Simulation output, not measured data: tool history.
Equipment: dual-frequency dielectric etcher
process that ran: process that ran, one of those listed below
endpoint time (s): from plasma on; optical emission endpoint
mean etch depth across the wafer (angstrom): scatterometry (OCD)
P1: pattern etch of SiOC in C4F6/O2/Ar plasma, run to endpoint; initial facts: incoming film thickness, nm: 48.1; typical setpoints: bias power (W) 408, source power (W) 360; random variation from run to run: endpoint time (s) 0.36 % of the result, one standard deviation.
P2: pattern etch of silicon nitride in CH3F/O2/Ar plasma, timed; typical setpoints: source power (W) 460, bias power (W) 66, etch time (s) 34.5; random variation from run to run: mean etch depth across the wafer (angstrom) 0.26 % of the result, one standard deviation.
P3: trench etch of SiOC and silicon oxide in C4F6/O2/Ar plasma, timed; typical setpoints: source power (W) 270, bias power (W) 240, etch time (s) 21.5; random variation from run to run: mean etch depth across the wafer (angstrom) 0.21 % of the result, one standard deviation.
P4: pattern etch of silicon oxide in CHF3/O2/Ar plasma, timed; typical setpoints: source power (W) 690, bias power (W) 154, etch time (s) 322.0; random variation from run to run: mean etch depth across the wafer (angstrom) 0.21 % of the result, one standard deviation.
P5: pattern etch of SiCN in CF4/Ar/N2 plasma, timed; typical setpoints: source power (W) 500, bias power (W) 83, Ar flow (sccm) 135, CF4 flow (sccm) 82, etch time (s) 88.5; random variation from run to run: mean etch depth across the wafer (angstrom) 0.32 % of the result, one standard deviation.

run,hour,process that ran,bias power (W),source power (W),etch time (s),Ar flow (sccm),CF4 flow (sccm),endpoint time (s),mean etch depth across the wafer (angstrom)
1,6.5,P1,408,360,,,,17.756,
2,16.3,P2,66,460,34.5,,,,248.39
3,29.5,P2,66,460,45.5,,,,327.27
4,38.2,P3,240,270,21.5,,,,395.89
5,46.0,P3,240,380,21.5,,,,451.86
6,56.3,P5,53,500,88.5,135,82,,741.06
7,69.0,P1,408,360,,,,17.647,
8,78.6,P2,66,320,34.5,,,,215.21
9,85.3,P1,573,360,,,,15.629,
10,91.8,P1,408,220,,,,21.439,
11,103.4,P5,83,500,88.5,135,82,,866.00
12,110.5,P4,154,690,416.0,,,,8290.20
13,117.1,P1,475,270,,,,18.719,
14,123.1,P1,323,450,,,,17.824,
15,132.6,P5,83,500,88.5,135,106,,904.39
16,142.4,P5,83,350,88.5,135,82,,636.31
17,151.1,P5,83,500,88.5,135,82,,863.14
18,159.0,P3,240,270,28.0,,,,516.68
19,168.8,P4,210,690,322.0,,,,7108.10
20,181.2,P1,306,360,,,,19.677,

Run 21 comes next. What will it give?
21,189.2,P3,240,270,21.5,,,,?

Run 21 yielded mean etch depth across the wafer (angstrom) 395.40.
